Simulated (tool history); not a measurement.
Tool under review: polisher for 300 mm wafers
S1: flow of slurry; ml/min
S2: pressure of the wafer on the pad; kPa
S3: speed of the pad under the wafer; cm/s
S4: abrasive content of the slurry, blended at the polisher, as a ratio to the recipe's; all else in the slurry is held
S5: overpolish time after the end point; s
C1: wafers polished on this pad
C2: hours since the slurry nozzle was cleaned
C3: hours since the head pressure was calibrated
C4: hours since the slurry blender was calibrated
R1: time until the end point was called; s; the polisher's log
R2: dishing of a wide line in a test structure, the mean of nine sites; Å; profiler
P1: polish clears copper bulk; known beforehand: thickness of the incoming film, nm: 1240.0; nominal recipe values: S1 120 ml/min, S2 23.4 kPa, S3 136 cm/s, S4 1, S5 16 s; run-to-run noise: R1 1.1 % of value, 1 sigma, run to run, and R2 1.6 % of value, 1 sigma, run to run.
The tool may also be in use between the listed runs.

run,hour,S1,S2,S3,S4,S5,C1,C2,C3,C4,R1,R2
1,15.2,120,23.4,136,1,16,248,204,631.4,194.7,86.441,403.62
2,27.9,120,23.4,136,1.3,16,316,216.7,644.1,207.4,83.612,396.83
3,39.5,120,23.4,136,1,16,378,228.3,655.7,219,87.857,395.21
# hour 41.9: head pressure recalibrated
4,49.3,120,23.4,78,1,16,430,238.1,7.4,228.8,148.91,380.81
5,61.7,120,23.4,136,1,16,496,250.5,19.8,241.2,86.988,410.15
6,69.2,120,10.3,136,1,16,536,258,27.3,248.7,200.15,322.52
7,82.4,70,23.4,136,1,16,607,271.2,40.5,261.9,100.27,403.57
8,91.8,120,35.2,136,1,16,657,280.6,49.9,271.3,57.932,415.4
9,99.5,120,23.4,136,1,16,698,288.3,57.6,279,85.431,398.23
10,114.1,120,23.4,136,1,24,776,302.9,72.2,293.6,87.357,404.15
11,129.9,120,23.4,136,1,16,860,318.7,88,309.4,87.853,399.62
12,141.9,170,23.4,136,1,16,924,330.7,100,321.4,82.323,406.72
13,153.5,120,31.7,136,0.55,16,986,342.3,111.6,333,72.449,419.06
14,163.2,120,23.4,136,1,16,1037,352,121.3,342.7,87.483,406.3
15,170.8,120,23.4,136,0.55,16,1078,359.6,128.9,350.3,98.669,393.26
16,180.8,120,23.4,136,1,5,1131,369.6,138.9,360.3,85.885,309.93
17,194.9,120,23.4,196,1,16,1206,383.7,153,374.4,59.312,398.93
18,208.3,120,23.4,136,1,16,1278,397.1,166.4,387.8,86.779,406.01
19,222.7,120,23.4,136,1,16,1355,411.5,180.8,402.2,90.131,398.73
20,237.3,120,23.4,136,1,16,1433,426.1,195.4,416.8,92.695,398.03
# hour 248: slurry blender recalibrated
21,252.6,120,23.4,136,1,16,1514,441.4,210.7,4.6,94.407,394.62
22,262.8,120,23.4,136,1,16,1569,451.6,220.9,14.8,93.522,399.23
23,273.9,120,23.4,136,1,16,1628,462.7,232,25.9,94.18,392.81
# hour 278.5: head pressure recalibrated
24,282.9,120,23.4,136,1,16,1676,471.7,4.5,34.9,95.02,398.44
25,290.2,120,23.4,136,1,16,1715,479,11.8,42.2,95.586,404.37
26,306,120,23.4,136,1,16,1799,494.8,27.6,58,96.283,406.43
27,317.3,120,23.4,136,1,16,1859,506.1,38.9,69.3,97.656,401.15

Compared with where it was, what P1 gives has crept away. Each cause listed below fits the log as well as the rest, at the size given for it:
A: slurry flow missing at the pad, % = 32.1
B: removal rate lost through wear of the pad, % = 9.35
The drift started at roughly hour 208.3.
Excluded causes, each with its reason:
head's pressure below its setpoint, %: serviced after onset, at hour 278.5, with no recovery of the prior output
abrasive missing from the slurry, %: serviced after onset, at hour 248, with no recovery of the prior output

The 4 check runs listed below each average the results of 3 wafers, and their outcomes are marked with question marks. Under which run would the listed causes produce clearly different results?
check 1,328.6,120,23.4,136,0.75,16,,,,,?,?
check 2,328.6,120,23.4,136,1.15,16,,,,,?,?
check 3,328.6,120,16.5,136,1,16,,,,,?,?
check 4,328.6,75,23.4,136,1,16,,,,,?,?

What every check run would give for each of its results, assuming each possible cause in turn:
check,result,if A,if B
check 1,R1,101.89,101.9
check 1,R2,398.19,398.18
check 2,R1,93.044,93.055
check 2,R2,401.07,401.06
check 3,R1,135.85,135.87
check 3,R2,369.53,369.52
check 4,R1,113.84,108.53
check 4,R2,393.55,395.71
Per-check spread between the two closest causes, in the result where they differ most: check 1 0.01 %; check 2 0.01 %; check 3 0.01 %; check 4 4.77 %
The other checks would show nearly matching results whichever cause is true, so check 4 is the only one that separates the causes.

Check 4 was then run and gave: R1 108.25 s; R2 394.93 Å. Which cause is it?

The correct cause is B, namely: removal rate lost through wear of the pad, %.
